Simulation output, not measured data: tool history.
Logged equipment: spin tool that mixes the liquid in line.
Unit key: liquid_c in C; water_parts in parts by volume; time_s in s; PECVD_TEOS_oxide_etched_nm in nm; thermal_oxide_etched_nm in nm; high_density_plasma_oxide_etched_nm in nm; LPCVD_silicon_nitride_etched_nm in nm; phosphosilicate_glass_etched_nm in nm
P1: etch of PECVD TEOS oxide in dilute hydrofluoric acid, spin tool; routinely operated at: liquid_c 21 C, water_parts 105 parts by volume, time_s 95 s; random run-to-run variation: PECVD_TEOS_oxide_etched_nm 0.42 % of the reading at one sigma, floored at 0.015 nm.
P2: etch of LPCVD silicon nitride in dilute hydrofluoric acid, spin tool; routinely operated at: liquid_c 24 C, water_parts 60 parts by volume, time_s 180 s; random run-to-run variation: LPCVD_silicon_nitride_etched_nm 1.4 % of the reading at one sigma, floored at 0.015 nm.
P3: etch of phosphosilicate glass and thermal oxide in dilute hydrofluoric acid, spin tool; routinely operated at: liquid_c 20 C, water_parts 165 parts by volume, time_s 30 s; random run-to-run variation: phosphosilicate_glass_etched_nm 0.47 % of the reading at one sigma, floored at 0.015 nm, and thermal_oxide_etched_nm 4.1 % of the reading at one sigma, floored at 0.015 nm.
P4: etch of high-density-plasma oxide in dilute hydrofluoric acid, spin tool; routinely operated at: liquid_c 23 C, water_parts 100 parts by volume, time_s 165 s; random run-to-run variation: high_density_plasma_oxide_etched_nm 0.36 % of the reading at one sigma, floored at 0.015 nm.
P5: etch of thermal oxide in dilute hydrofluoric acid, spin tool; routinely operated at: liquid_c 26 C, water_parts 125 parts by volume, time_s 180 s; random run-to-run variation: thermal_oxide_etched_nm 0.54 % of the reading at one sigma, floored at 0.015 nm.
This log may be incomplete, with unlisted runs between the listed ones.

run   hour  process  liquid_c  water_parts  time_s  PECVD_TEOS_oxide_etched_nm  thermal_oxide_etched_nm  high_density_plasma_oxide_etched_nm  LPCVD_silicon_nitride_etched_nm  phosphosilicate_glass_etched_nm
  1    4.2       P1        21          105      95                      15.389
  2    8.2       P1      28.5          105      95                      20.838
  3   12.6       P1        21          105      95                      15.507
  4   14.7       P1        21          105      95                       15.57
  5   17.8       P5        26           70     180                                               14.631
  6   22.1       P4        17          100     165                                                                                    12.452
  7   25.2       P4        23          100     290                                                                                    27.761
  8   28.2       P4        23          100     165                                                                                    15.811
  9   30.3       P1        21          105      15                      2.4439
 10   33.8       P1        17          105      95                      13.186
      35.7  -- hydrofluoric acid flow meter replaced
 11   38.2       P1        21           35      60                       31.84
 12   40.5       P4        23          175     165                                                                                    8.2941
 13   44.9       P1        21          105      95                      15.546
 14   47.6       P4        23          100     165                                                                                    15.726
 15   49.7       P1        21          105      95                      15.613
 16   52.5       P2        24           20     180                                                                                                                     4.7353
 17   56.1       P3        20          165      15                                              0.35961                                                                                                 14.506
 18   59.4       P5        34          125     180                                                10.09
 19   62.2       P3        20          270      30                                              0.35048                                                                                                 16.008
      66.2  -- thermometer replaced
 20   66.2       P1        21           50      95                      34.691
 21   69.7       P1        21          105      95                      15.408
 22   73.4       P1        21          105     160                      26.077
 23   75.5       P2        24           60     290                                                                                                                     2.6775
 24   77.8       P1        21          140      95                      11.203
 25   82.2       P3        20          165      30                                              0.65216                                                                                                 29.092
 26   85.4       P3        17          165      30                                              0.60118                                                                                                 25.643
 27   87.6       P5        26          125     275                                                11.67
 28   90.2       P5        26          125     180                                               7.5526
 29   92.1       P2      30.5           60     180                                                                                                                     2.4869
 30   94.5       P2        24           60     180                                                                                                                     1.6152
 31   97.1       P1        21          105      95                      15.498
 32   99.4       P1        21          105      95                      15.239
 33  103.7       P1        21          105      95                      14.935
 34    107       P1        21          105      95                      14.809
 35  111.4       P1        21          105      95                      14.625
 36  114.8       P1        21          105      95                      14.612
 37    117       P1        21          105      95                      14.482
 38  119.2       P1        21          105      95                      14.509
 39  122.1       P1        21          105      95                      14.379
 40  125.8       P1        21          105      95                      14.399
 41  128.4       P1        21          105      95                      14.526

Compared with where it was, what P1 gives has crept away. Each cause listed below fits the log as well as the rest, at the size given for it:
A: liquid colder than its thermometer reads (K) = 1.76
B: hydrofluoric acid flow below the setpoint (%) = 6.2
The onset of the drift is placed at about hour 97.1.

The list below offers 4 check runs, each averaging the results of 5 wafers, and shows each result as a question mark. For which of them would the listed causes give clearly different results?
check 1   131       P4        23          100     165                                                                                         ?
check 2   131       P3        20          165      30                                                    ?                                                                                                      ?
check 3   131       P2        24           60     180                                                                                                                          ?
check 4   131       P5        26          125     180                                                    ?

What every check run would give for each of its results, assuming each possible cause in turn:
  check                               result     if A     if B
check 1  high_density_plasma_oxide_etched_nm   14.715   14.701
check 2              thermal_oxide_etched_nm  0.63015  0.62696
check 2      phosphosilicate_glass_etched_nm   27.028   26.892
check 3      LPCVD_silicon_nitride_etched_nm   1.4427   1.5258
check 4              thermal_oxide_etched_nm    7.097   7.0515
Separation of the two closest causes in each check, using whichever result separates them best: check 1 0.1 %; check 2 0.51 %; check 3 5.6 %; check 4 0.64 %
The causes can be told apart only by check 3. The other checks would give nearly the same results under each of them.

The results of check 3 are: LPCVD_silicon_nitride_etched_nm 1.5155 nm. Based on these, which of the listed causes is it?

It was cause B: hydrofluoric acid flow below the setpoint (%).
